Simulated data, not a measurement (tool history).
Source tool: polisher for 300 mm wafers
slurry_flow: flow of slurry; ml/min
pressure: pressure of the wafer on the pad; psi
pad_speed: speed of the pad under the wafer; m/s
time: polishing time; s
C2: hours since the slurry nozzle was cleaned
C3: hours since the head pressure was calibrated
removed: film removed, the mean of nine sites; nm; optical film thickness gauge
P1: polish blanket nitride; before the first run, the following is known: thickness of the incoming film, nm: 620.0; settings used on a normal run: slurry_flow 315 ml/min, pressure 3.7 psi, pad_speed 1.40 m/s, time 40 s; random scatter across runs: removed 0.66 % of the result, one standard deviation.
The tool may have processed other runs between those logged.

run 1 hour=4.0 | slurry_flow=315 pressure=3.7 pad_speed=1.40 time=40 | wafers_polished_on_this_pad=336 C2=116.7 C3=493.0 | removed=106.870
run 2 hour=7.5 | slurry_flow=315 pressure=3.7 pad_speed=1.40 time=62 | wafers_polished_on_this_pad=363 C2=120.2 C3=496.5 | removed=166.470
run 3 hour=13.2 | slurry_flow=315 pressure=3.7 pad_speed=1.40 time=40 | wafers_polished_on_this_pad=407 C2=125.9 C3=502.2 | removed=108.280
run 4 hour=18.8 | slurry_flow=315 pressure=3.7 pad_speed=2.14 time=40 | wafers_polished_on_this_pad=450 C2=131.5 C3=507.8 | removed=150.480
run 5 hour=24.7 | slurry_flow=315 pressure=1.7 pad_speed=1.40 time=40 | wafers_polished_on_this_pad=495 C2=137.4 C3=513.7 | removed=49.294
run 6 hour=28.2 | slurry_flow=315 pressure=3.7 pad_speed=1.40 time=19 | wafers_polished_on_this_pad=522 C2=140.9 C3=517.2 | removed=50.680
run 7 hour=33.8 | slurry_flow=315 pressure=5.6 pad_speed=1.40 time=40 | wafers_polished_on_this_pad=566 C2=146.5 C3=522.8 | removed=165.030
run 8 hour=38.8 | slurry_flow=315 pressure=3.7 pad_speed=0.98 time=40 | wafers_polished_on_this_pad=604 C2=151.5 C3=527.8 | removed=81.895
run 9 hour=44.2 | slurry_flow=315 pressure=3.7 pad_speed=1.40 time=40 | wafers_polished_on_this_pad=646 C2=156.9 C3=533.2 | removed=106.790
run 10 hour=48.5 | slurry_flow=315 pressure=3.7 pad_speed=1.40 time=40 | wafers_polished_on_this_pad=679 C2=161.2 C3=537.5 | removed=107.930
run 11 hour=54.2 | slurry_flow=440 pressure=3.7 pad_speed=1.40 time=40 | wafers_polished_on_this_pad=723 C2=166.9 C3=543.2 | removed=110.960
-- hour=56.6 slurry nozzle cleaned
run 12 hour=59.8 | slurry_flow=315 pressure=3.7 pad_speed=1.40 time=40 | wafers_polished_on_this_pad=766 C2=3.2 C3=548.8 | removed=106.370
run 13 hour=65.1 | slurry_flow=190 pressure=3.7 pad_speed=1.40 time=40 | wafers_polished_on_this_pad=807 C2=8.5 C3=554.1 | removed=102.090

Run 14, settings as shown, results not yet in. Your forecast:
run 14 hour=70.0 | slurry_flow=315 pressure=3.7 pad_speed=1.40 time=40 | wafers_polished_on_this_pad=845 C2=13.4 C3=559.0 | removed=?

{"run 14": {"removed": 108.06}}

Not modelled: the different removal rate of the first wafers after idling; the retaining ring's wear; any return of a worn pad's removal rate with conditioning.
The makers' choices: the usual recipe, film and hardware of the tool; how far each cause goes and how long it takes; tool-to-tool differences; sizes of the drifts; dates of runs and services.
